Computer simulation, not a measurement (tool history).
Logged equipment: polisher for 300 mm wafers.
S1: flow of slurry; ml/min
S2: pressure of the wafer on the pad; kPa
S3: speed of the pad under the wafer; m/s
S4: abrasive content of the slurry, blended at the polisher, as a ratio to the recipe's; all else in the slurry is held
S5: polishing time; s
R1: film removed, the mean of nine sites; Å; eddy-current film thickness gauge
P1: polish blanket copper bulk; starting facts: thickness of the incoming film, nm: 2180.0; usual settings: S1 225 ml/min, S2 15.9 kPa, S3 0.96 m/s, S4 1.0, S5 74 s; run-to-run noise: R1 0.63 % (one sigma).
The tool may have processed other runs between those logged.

run,hour,S1,S2,S3,S4,S5,R1
1,12.9,225,15.9,0.96,1.0,74,6036.1
2,21.0,225,15.9,0.96,1.0,101,8189.0
3,32.4,225,9.0,0.96,1.0,74,3418.0
4,44.1,225,15.9,0.96,1.0,74,6040.8
5,53.0,340,15.9,0.96,1.0,74,6273.8
6,62.2,225,15.9,1.52,1.0,74,9430.2
7,68.8,225,15.9,0.96,1.0,74,6018.5
# hour 80.4: head pressure recalibrated
8,80.8,225,15.9,0.96,0.7,74,5588.4
9,92.6,225,15.9,0.96,1.0,36,2891.7
10,98.9,225,15.9,0.96,1.0,74,6050.3
11,110.6,225,15.9,0.44,1.0,74,2719.9
12,119.7,345,15.9,0.96,1.4,74,6737.0
13,130.7,135,15.9,0.96,1.0,74,5596.7
14,138.4,225,23.4,0.96,1.0,74,8848.2
15,151.0,225,15.9,0.96,1.0,74,5994.6
16,158.9,225,15.9,0.96,1.4,74,6464.8
17,169.5,160,15.9,0.44,1.0,74,2609.0
18,179.8,225,15.9,0.96,1.0,74,5991.4
19,192.4,225,15.9,0.96,1.0,74,5867.1
20,201.2,225,15.9,0.96,1.0,74,5787.0
21,208.2,225,15.9,0.96,1.0,74,5825.5
22,217.7,225,15.9,0.96,1.0,74,5655.3
# hour 224.9: head pressure recalibrated
23,227.3,225,15.9,0.96,1.0,74,5607.1
24,237.6,225,15.9,0.96,1.0,74,5635.0
25,248.4,225,15.9,0.96,1.0,74,5633.7
# hour 251.5: worn pad replaced by a new one
26,255.3,225,15.9,0.96,1.0,74,5542.0
27,266.0,225,15.9,0.96,1.0,74,5613.4
28,272.7,225,15.9,0.96,1.0,74,5513.9
29,280.7,225,15.9,0.96,1.0,74,5597.2

Something has made what P1 gives creep away from where it was; the 2 causes below, each at its own stated size, fit the log equally well:
A: abrasive missing from the slurry, % = 28.5
B: slurry flow missing at the pad, % = 37.7
The creep began at about hour 179.8.
Each remaining cause and why it is not a fit:
removal rate lost through wear of the pad, %: was serviced at hour 251.5, once the creep was under way, yet the earlier output never came back
head's pressure below its setpoint, %: was serviced at hour 224.9, once the creep was under way, yet the earlier output never came back

Of the 4 check runs below, each run on 2 wafers with the results averaged and each result still a question mark, which one would tell the listed causes apart?
check 1,288.7,225,15.9,1.48,1.00,74,?
check 2,288.7,225,15.9,0.48,1.35,74,?
check 3,288.7,225,9.7,0.96,1.00,74,?
check 4,288.7,135,15.9,0.96,1.00,50,?

What every check run would give for each of its results, assuming each possible cause in turn:
check,result,if A,if B
check 1,R1,8617.2,8618.3
check 2,R1,2976.1,2984.2
check 3,R1,3402.3,3402.8
check 4,R1,3495.7,3353.2
Smallest distance between any two causes, each pair judged by its most separating result, in per cent: check 1 0.01 %; check 2 0.27 %; check 3 0.01 %; check 4 4.16 %
Only in check 4 would the causes give clearly different results; in the remaining checks their results would be nearly the same.

With check 4 done, the readings were: R1 3349.0 Å. Identify which of the listed causes applies.

B is the cause: slurry flow missing at the pad, %.
